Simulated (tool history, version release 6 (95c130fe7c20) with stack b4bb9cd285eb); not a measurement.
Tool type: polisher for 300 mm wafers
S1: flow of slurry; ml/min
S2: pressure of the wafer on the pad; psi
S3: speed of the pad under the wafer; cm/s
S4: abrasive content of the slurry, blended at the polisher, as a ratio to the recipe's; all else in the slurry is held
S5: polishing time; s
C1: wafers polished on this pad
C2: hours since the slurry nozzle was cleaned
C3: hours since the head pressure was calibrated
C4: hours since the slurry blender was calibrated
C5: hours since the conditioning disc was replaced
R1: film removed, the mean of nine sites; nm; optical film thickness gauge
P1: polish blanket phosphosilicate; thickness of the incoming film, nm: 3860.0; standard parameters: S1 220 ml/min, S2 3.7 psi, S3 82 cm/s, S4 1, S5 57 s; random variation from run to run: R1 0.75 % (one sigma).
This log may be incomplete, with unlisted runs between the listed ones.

run   hour   S1   S2   S3    S4  S5    C1     C2     C3     C4     C5      R1
  1    4.2  220  3.7   82     1  57   623  151.6  217.3  130.8   75.3  538.49
  2    9.6  220  3.7   82     1  81   668    157  222.7  136.2   80.7  766.89
  3   14.2  220  3.7   38  0.55  57   707  161.6  227.3  140.8   85.3  210.31
  4   18.6  220  3.7   82     1  57   743    166  231.7  145.2   89.7   540.7
  5   22.3  220  3.7   82   1.5  57   774  169.7  235.4  148.9   93.4     630
  6   25.9  220  3.7   82     1  57   805  173.3    239  152.5     97  529.52
  7   29.2  220  3.7  102     1  89   832  176.6  242.3  155.8  100.3  999.36
  8   33.6  220  3.7   40     1  57   869    181  246.7  160.2  104.7  302.33
  9   38.2  220  3.7   82  0.55  57   908  185.6  251.3  164.8  109.3  388.79
 10   42.1  220  3.7  124     1  57   940  189.5  255.2  168.7  113.2  748.71
 11   46.7  130  3.7   82     1  57   979  194.1  259.8  173.3  117.8  498.51
 12   50.9  220  3.7   82     1  28  1014  198.3    264  177.5    122  266.18
 13   56.4  220  5.6   82     1  57  1060  203.8  269.5    183  127.5  820.82
        57  -- conditioning disc replaced and pad reconditioned
 14   62.3  220  1.9   82     1  57  1109  209.7  275.4  188.9    5.4  275.83
      65.3  -- slurry nozzle cleaned
 15   67.4  220  3.7   82     1  57  1152    2.1  280.5    194   10.5  543.26
 16   70.8  220  3.7   82     1  57  1181    5.5  283.9  197.4   13.9   539.4
 17     76  340  3.7   82     1  57  1224   10.7  289.1  202.6   19.1  559.57
 18   79.2  220  3.7   82     1  57  1251   13.9  292.3  205.8   22.3  543.29
 19   84.4  220  3.7   82     1  57  1295   19.1  297.5    211   27.5  532.51
 20   87.7  220  3.7   82     1  57  1322   22.4  300.8  214.3   30.8   509.1
 21   91.6  220  3.7   82     1  57  1355   26.3  304.7  218.2   34.7  491.74
 22   96.7  220  3.7   82     1  57  1398   31.4  309.8  223.3   39.8  488.95
 23   99.4  220  3.7   82     1  57  1420   34.1  312.5    226   42.5  480.75
     103.8  -- head pressure recalibrated
 24  105.1  220  3.7   82     1  57  1468   39.8    1.4  231.7   48.2  470.53
 25  107.8  220  3.7   82     1  57  1491   42.5    4.1  234.4   50.9  465.45
       109  -- slurry nozzle cleaned
     110.2  -- conditioning disc replaced and pad reconditioned
 26  111.5  220  3.7   82     1  57  1522    2.5    7.8  238.1    1.4  464.88
 27  115.1  220  3.7   82     1  57  1552    6.1   11.4  241.7      5  462.56
 28  119.4  220  3.7   82     1  57  1588   10.4   15.7    246    9.3  461.21
 29  122.5  220  3.7   82     1  57  1614   13.5   18.8  249.1   12.4  464.42

The output of P1 has drifted from where it used to be. Each of the 2 causes below, taken at the size shown beside it, accounts for the log equally well:
A: removal rate lost through wear of the pad, % = 13.7
B: abrasive missing from the slurry, % = 25.9
Onset of the creep was near hour 84.4.
Why every other cause is out:
slurry flow missing at the pad, %: serviced at hour 109, which brought nothing back
head's pressure below its setpoint, %: serviced at hour 103.8, which brought nothing back
time polished since the conditioner stopped cutting, s: serviced at hour 110.2, which brought nothing back

Of the 4 check runs below, each run on 3 wafers with the results averaged and each result still a question mark, which one would tell the listed causes apart?
check 1  125.6  220  2.5   82     1  57                       ?
check 2  125.6  220  3.7  116     1  57                       ?
check 3  125.6  330  3.7   82  0.65  57                       ?
check 4  125.6  150  3.7   82     1  57                       ?

Check results expected under each cause:
  check  result    if A    if B
check 1      R1  313.05  313.02
check 2      R1   611.5  611.43
check 3      R1  387.62  375.43
check 4      R1  438.27  438.22
How far apart the two closest causes lie, in the result that separates them most: check 1 0.01 %; check 2 0.01 %; check 3 3.19 %; check 4 0.01 %
Check 3 tells the causes apart: in the others they would give nearly the same result.

Check 3 has now been run. It gave: R1 385.21 nm. Which of the candidate causes is it?

It is A: removal rate lost through wear of the pad, %.
